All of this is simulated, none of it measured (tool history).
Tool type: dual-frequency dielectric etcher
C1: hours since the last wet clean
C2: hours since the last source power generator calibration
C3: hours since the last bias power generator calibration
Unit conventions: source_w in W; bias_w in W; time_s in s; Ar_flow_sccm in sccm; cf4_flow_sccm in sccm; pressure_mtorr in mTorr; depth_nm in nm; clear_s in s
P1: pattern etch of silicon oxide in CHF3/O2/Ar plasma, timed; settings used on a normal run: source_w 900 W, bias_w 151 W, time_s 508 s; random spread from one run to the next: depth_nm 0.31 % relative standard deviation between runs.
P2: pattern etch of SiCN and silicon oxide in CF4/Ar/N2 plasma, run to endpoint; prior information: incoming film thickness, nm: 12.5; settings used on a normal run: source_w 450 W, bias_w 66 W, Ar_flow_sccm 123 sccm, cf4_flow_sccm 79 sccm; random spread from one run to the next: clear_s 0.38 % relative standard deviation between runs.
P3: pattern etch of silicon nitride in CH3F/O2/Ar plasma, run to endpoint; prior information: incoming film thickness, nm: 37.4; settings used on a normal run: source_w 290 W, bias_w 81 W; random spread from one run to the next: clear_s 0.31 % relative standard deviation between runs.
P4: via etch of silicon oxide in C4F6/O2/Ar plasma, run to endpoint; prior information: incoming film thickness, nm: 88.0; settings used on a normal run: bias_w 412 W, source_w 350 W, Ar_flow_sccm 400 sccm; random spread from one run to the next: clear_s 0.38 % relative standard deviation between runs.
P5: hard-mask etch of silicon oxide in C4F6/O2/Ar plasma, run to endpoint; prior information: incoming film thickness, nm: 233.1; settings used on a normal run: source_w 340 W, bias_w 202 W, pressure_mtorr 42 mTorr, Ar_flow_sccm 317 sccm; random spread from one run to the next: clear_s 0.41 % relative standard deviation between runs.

{"run": 1, "hour": 3.0, "process": "P1", "source_w": 900, "bias_w": 151, "time_s": 508, "C1": 216.3, "C2": 2179, "C3": 537.6, "depth_nm": 1087.2}
{"run": 2, "hour": 6.6, "process": "P1", "source_w": 900, "bias_w": 151, "time_s": 508, "C1": 219.9, "C2": 2182.6, "C3": 541.2, "depth_nm": 1078.5}
{"run": 3, "hour": 9.9, "process": "P3", "source_w": 380, "bias_w": 81, "C1": 223.2, "C2": 2185.9, "C3": 544.5, "clear_s": 52.708}
{"run": 4, "hour": 13.1, "process": "P1", "source_w": 900, "bias_w": 151, "time_s": 748.5, "C1": 226.4, "C2": 2189.1, "C3": 547.7, "depth_nm": 1593.9}
{"run": 5, "hour": 17.4, "process": "P1", "source_w": 900, "bias_w": 212, "time_s": 508, "C1": 230.7, "C2": 2193.4, "C3": 552, "depth_nm": 1215.5}
{"run": 6, "hour": 21.1, "process": "P1", "source_w": 900, "bias_w": 114, "time_s": 508, "C1": 234.4, "C2": 2197.1, "C3": 555.7, "depth_nm": 994.42}
{"run": 7, "hour": 25.5, "process": "P2", "source_w": 450, "bias_w": 66, "Ar_flow_sccm": 157, "cf4_flow_sccm": 79, "C1": 238.8, "C2": 2201.5, "C3": 560.1, "clear_s": 16.122}
{"run": 8, "hour": 30.3, "process": "P2", "source_w": 450, "bias_w": 66, "Ar_flow_sccm": 123, "cf4_flow_sccm": 105, "C1": 243.6, "C2": 2206.3, "C3": 564.9, "clear_s": 14.913}
{"run": 9, "hour": 35.0, "process": "P1", "source_w": 900, "bias_w": 151, "time_s": 508, "C1": 248.3, "C2": 2211, "C3": 569.6, "depth_nm": 1089.8}
{"run": 10, "hour": 40.4, "process": "P1", "source_w": 900, "bias_w": 151, "time_s": 508, "C1": 253.7, "C2": 2216.4, "C3": 575, "depth_nm": 1083.7}
{"run": 11, "hour": 45.6, "process": "P1", "source_w": 900, "bias_w": 151, "time_s": 508, "C1": 258.9, "C2": 2221.6, "C3": 580.2, "depth_nm": 1084.8}
{"run": 12, "hour": 51.3, "process": "P4", "source_w": 350, "bias_w": 412, "Ar_flow_sccm": 400, "C1": 264.6, "C2": 2227.3, "C3": 585.9, "clear_s": 22.49}
{"run": 13, "hour": 55.6, "process": "P1", "source_w": 1260, "bias_w": 151, "time_s": 508, "C1": 268.9, "C2": 2231.6, "C3": 590.2, "depth_nm": 1229.3}
{"run": 14, "hour": 60.5, "process": "P1", "source_w": 550, "bias_w": 151, "time_s": 508, "C1": 273.8, "C2": 2236.5, "C3": 595.1, "depth_nm": 898.34}
{"run": 15, "hour": 64.9, "process": "P5", "source_w": 340, "bias_w": 202, "Ar_flow_sccm": 317, "pressure_mtorr": 27, "C1": 278.2, "C2": 2240.9, "C3": 599.5, "clear_s": 75.459}
{"run": 16, "hour": 68.9, "process": "P3", "source_w": 290, "bias_w": 81, "C1": 282.2, "C2": 2244.9, "C3": 603.5, "clear_s": 58.307}
{"run": 17, "hour": 74.4, "process": "P4", "source_w": 460, "bias_w": 412, "Ar_flow_sccm": 400, "C1": 287.7, "C2": 2250.4, "C3": 609, "clear_s": 20.354}
{"run": 18, "hour": 77.6, "process": "P5", "source_w": 240, "bias_w": 202, "Ar_flow_sccm": 317, "pressure_mtorr": 42, "C1": 290.9, "C2": 2253.6, "C3": 612.2, "clear_s": 90.361}
{"hour": 78.1, "done": "wet clean of the chamber"}
{"run": 19, "hour": 81.1, "process": "P2", "source_w": 450, "bias_w": 41, "Ar_flow_sccm": 123, "cf4_flow_sccm": 79, "C1": 3.1, "C2": 2257.1, "C3": 615.7, "clear_s": 18.034}
{"run": 20, "hour": 84.6, "process": "P5", "source_w": 340, "bias_w": 151, "Ar_flow_sccm": 317, "pressure_mtorr": 42, "C1": 6.6, "C2": 2260.6, "C3": 619.2, "clear_s": 86.439}
{"run": 21, "hour": 88.9, "process": "P3", "source_w": 290, "bias_w": 102, "C1": 10.9, "C2": 2264.9, "C3": 623.5, "clear_s": 53.492}
{"run": 22, "hour": 93.2, "process": "P2", "source_w": 450, "bias_w": 66, "Ar_flow_sccm": 123, "cf4_flow_sccm": 79, "C1": 15.2, "C2": 2269.2, "C3": 627.8, "clear_s": 15.477}
{"run": 23, "hour": 96.0, "process": "P2", "source_w": 450, "bias_w": 66, "Ar_flow_sccm": 123, "cf4_flow_sccm": 79, "C1": 18, "C2": 2272, "C3": 630.6, "clear_s": 15.471}
{"run": 24, "hour": 98.8, "process": "P5", "source_w": 340, "bias_w": 202, "Ar_flow_sccm": 223, "pressure_mtorr": 42, "C1": 20.8, "C2": 2274.8, "C3": 633.4, "clear_s": 75.974}
{"run": 25, "hour": 103.8, "process": "P5", "source_w": 340, "bias_w": 202, "Ar_flow_sccm": 317, "pressure_mtorr": 42, "C1": 25.8, "C2": 2279.8, "C3": 638.4, "clear_s": 79.15}
{"run": 26, "hour": 107.2, "process": "P4", "source_w": 350, "bias_w": 576, "Ar_flow_sccm": 400, "C1": 29.2, "C2": 2283.2, "C3": 641.8, "clear_s": 19.884}
{"run": 27, "hour": 110.0, "process": "P1", "source_w": 900, "bias_w": 151, "time_s": 384, "C1": 32, "C2": 2286, "C3": 644.6, "depth_nm": 823.22}
{"run": 28, "hour": 114.8, "process": "P4", "source_w": 350, "bias_w": 412, "Ar_flow_sccm": 273, "C1": 36.8, "C2": 2290.8, "C3": 649.4, "clear_s": 21.738}
{"run": 29, "hour": 118.1, "process": "P2", "source_w": 590, "bias_w": 66, "Ar_flow_sccm": 123, "cf4_flow_sccm": 79, "C1": 40.1, "C2": 2294.1, "C3": 652.7, "clear_s": 12.21}
{"run": 30, "hour": 123.7, "process": "P1", "source_w": 660, "bias_w": 151, "time_s": 305, "C1": 45.7, "C2": 2299.7, "C3": 658.3, "depth_nm": 575.19}
{"run": 31, "hour": 126.1, "process": "P1", "source_w": 900, "bias_w": 151, "time_s": 508, "C1": 48.1, "C2": 2302.1, "C3": 660.7, "depth_nm": 1084.6}
{"run": 32, "hour": 131.6, "process": "P1", "source_w": 900, "bias_w": 151, "time_s": 508, "C1": 53.6, "C2": 2307.6, "C3": 666.2, "depth_nm": 1071.1}
{"run": 33, "hour": 136.9, "process": "P1", "source_w": 900, "bias_w": 151, "time_s": 508, "C1": 58.9, "C2": 2312.9, "C3": 671.5, "depth_nm": 1065.6}
{"hour": 139.7, "done": "wet clean of the chamber"}
{"run": 34, "hour": 142.4, "process": "P1", "source_w": 900, "bias_w": 151, "time_s": 508, "C1": 2.7, "C2": 2318.4, "C3": 677, "depth_nm": 1069.6}
{"run": 35, "hour": 146.9, "process": "P1", "source_w": 900, "bias_w": 151, "time_s": 508, "C1": 7.2, "C2": 2322.9, "C3": 681.5, "depth_nm": 1061.1}
{"run": 36, "hour": 149.5, "process": "P1", "source_w": 900, "bias_w": 151, "time_s": 508, "C1": 9.8, "C2": 2325.5, "C3": 684.1, "depth_nm": 1066.3}
{"run": 37, "hour": 154.5, "process": "P1", "source_w": 900, "bias_w": 151, "time_s": 508, "C1": 14.8, "C2": 2330.5, "C3": 689.1, "depth_nm": 1066.7}

Compared with where it was, what P1 gives has crept away. Each cause listed below fits the log as well as the rest, at the size given for it:
A: bias power that arrives under what is set, % = 4.84
B: source power that arrives under what is set, % = 3.89
The gradual shift began around hour 126.1.
The rest of the possible causes, and what rules out each one:
chamber walls in a state that lowers the etch rate, %: serviced at hour 139.7, which brought nothing back

Which of the 4 check runs listed below, each an average over 2 wafers with its results shown as question marks, gives clearly different results under the different listed causes?
{"run": "check 1", "hour": 159.5, "process": "P3", "source_w": 290, "bias_w": 97, "clear_s": "?"}
{"run": "check 2", "hour": 159.5, "process": "P5", "source_w": 340, "bias_w": 202, "Ar_flow_sccm": 246, "pressure_mtorr": 29.5, "clear_s": "?"}
{"run": "check 3", "hour": 159.5, "process": "P4", "source_w": 460, "bias_w": 549, "Ar_flow_sccm": 400, "clear_s": "?"}
{"run": "check 4", "hour": 159.5, "process": "P2", "source_w": 450, "bias_w": 50, "Ar_flow_sccm": 123, "cf4_flow_sccm": 105, "clear_s": "?"}

What each check would give under each cause:
check=check_1 result=clear_s if_A=55.616 if_B=55.411
check=check_2 result=clear_s if_A=75.095 if_B=75.029
check=check_3 result=clear_s if_A=18.588 if_B=18.514
check=check_4 result=clear_s if_A=16.398 if_B=16.741
How far apart the two closest causes lie, in the result that separates them most: check 1 0.37 %; check 2 0.09 %; check 3 0.4 %; check 4 2.07 %
The other checks would show nearly matching results whichever cause is true, so check 4 is the only one that separates the causes.

With check 4 done, the readings were: clear_s 16.363 s. Identify which of the listed causes applies.

The cause is A: bias power that arrives under what is set, %.
